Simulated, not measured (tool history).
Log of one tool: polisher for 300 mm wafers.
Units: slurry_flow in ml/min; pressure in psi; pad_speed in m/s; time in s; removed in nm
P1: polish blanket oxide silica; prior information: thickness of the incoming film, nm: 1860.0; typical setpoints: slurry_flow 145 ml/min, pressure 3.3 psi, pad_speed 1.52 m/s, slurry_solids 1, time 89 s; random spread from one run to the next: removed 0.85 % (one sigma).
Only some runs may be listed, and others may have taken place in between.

run	hour	slurry_flow	pressure	pad_speed	slurry_solids	time	wafers polished on this pad	hours since the slurry nozzle was cleaned	hours since the head pressure was calibrated	hours since the slurry blender was calibrated	hours since the conditioning disc was replaced	removed
1	4.8	145	3.3	1.52	1	89	149	249.9	246	62.2	308	277.93
2	8.8	145	3.3	1.52	1	89	170	253.9	250	66.2	312	279.58
3	15.1	145	3.3	1.52	1	89	204	260.2	256.3	72.5	318.3	278.3
4	22.8	145	3.3	1.52	1	135	246	267.9	264	80.2	326	414.48
5	28.3	145	3.3	1.52	1.5	89	276	273.4	269.5	85.7	331.5	332.53
6	31.7	145	2.4	1.52	0.7	89	294	276.8	272.9	89.1	334.9	171.83
7	36.8	145	4.9	1.52	1	89	322	281.9	278	94.2	340	416.14
# hour 39.6: conditioning disc replaced and pad reconditioned
8	41.1	145	3.3	1.52	1	40	345	286.2	282.3	98.5	1.5	128.34
9	46.1	145	3.3	1.52	1	89	372	291.2	287.3	103.5	6.5	281.72
10	51.8	145	3.3	1.52	0.5	89	403	296.9	293	109.2	12.2	194.42
11	59.1	145	1.7	1.52	1	89	442	304.2	300.3	116.5	19.5	144.66
12	64.7	105	3.3	1.52	1	89	473	309.8	305.9	122.1	25.1	257.91
13	70.5	145	3.3	2.22	1	89	504	315.6	311.7	127.9	30.9	375.95
# hour 72.8: head pressure recalibrated
14	76.8	220	3.3	1.52	1	89	538	321.9	4	134.2	37.2	300.24
15	83.1	145	3.3	1.52	1	89	572	328.2	10.3	140.5	43.5	281.18
16	87	145	3.3	1.52	1	89	593	332.1	14.2	144.4	47.4	276.72
17	94.4	145	3.3	0.68	1	89	633	339.5	21.6	151.8	54.8	147.88
18	99.4	145	3.3	1.52	1	89	660	344.5	26.6	156.8	59.8	281.18
19	103.8	145	3.3	1.52	1	89	684	348.9	31	161.2	64.2	276.91
20	111.6	145	3.3	1.52	1	89	726	356.7	38.8	169	72	261.27
21	116.8	145	3.3	1.52	1	89	755	361.9	44	174.2	77.2	254.82
22	121.2	145	3.3	1.52	1	89	778	366.3	48.4	178.6	81.6	255.66
23	125.4	145	3.3	1.52	1	89	801	370.5	52.6	182.8	85.8	248.59
# hour 128.7: head pressure recalibrated
24	129.5	145	3.3	1.52	1	89	823	374.6	0.8	186.9	89.9	245.25
25	134.3	145	3.3	1.52	1	89	849	379.4	5.6	191.7	94.7	242.06
# hour 137.8: conditioning disc replaced and pad reconditioned
26	139	145	3.3	1.52	1	89	875	384.1	10.3	196.4	1.2	246.69
# hour 139.7: slurry nozzle cleaned
27	143.9	145	3.3	1.52	1	89	901	4.3	15.2	201.3	6.1	246.47
28	150.4	145	3.3	1.52	1	89	936	10.8	21.7	207.8	12.6	243.26
29	154.3	145	3.3	1.52	1	89	957	14.7	25.6	211.7	16.5	244.48
30	160.6	145	3.3	1.52	1	89	992	21	31.9	218	22.8	242.55

P1 has crept away from where it was. The log is fitted equally well by each of these 2 causes, at the sizes shown:
A: removal rate lost through wear of the pad, % = 13.4
B: abrasive missing from the slurry, % = 25.4
The process output started creeping at around hour 103.8.
All other causes, with the reason each is excluded:
slurry flow missing at the pad, %: serviced after onset, at hour 139.7, with no recovery of the prior output
head's pressure below its setpoint, %: serviced after onset, at hour 128.7, with no recovery of the prior output
time polished since the conditioner stopped cutting, s: serviced after onset, at hour 137.8, with no recovery of the prior output

Each of the check runs listed below is run on 5 wafers and reports their average, with the results left as question marks. Pick the one under which the possible causes would lead to clearly different results.
check 1	166.9	145	3.3	0.88	1.5	89						?
check 2	166.9	145	3.3	0.92	1	89						?
check 3	166.9	145	2.1	1.52	1	49						?
check 4	166.9	180	2.1	1.52	1	89						?

Outcome of each check run for each possible cause:
check	result	if A	if B
check 1	removed	184.08	189.52
check 2	removed	161.85	161.84
check 3	removed	84.735	84.732
check 4	removed	159.38	159.37
Per-check spread between the two closest causes, in the result where they differ most: check 1 2.91 %; check 2 0 %; check 3 0 %; check 4 0 %
The other checks would show nearly matching results whichever cause is true, so check 1 is the only one that separates the causes.

Check 1 was carried out, with these results: removed 183.31 nm. Which of the listed causes is responsible?

It was cause A: removal rate lost through wear of the pad, %.
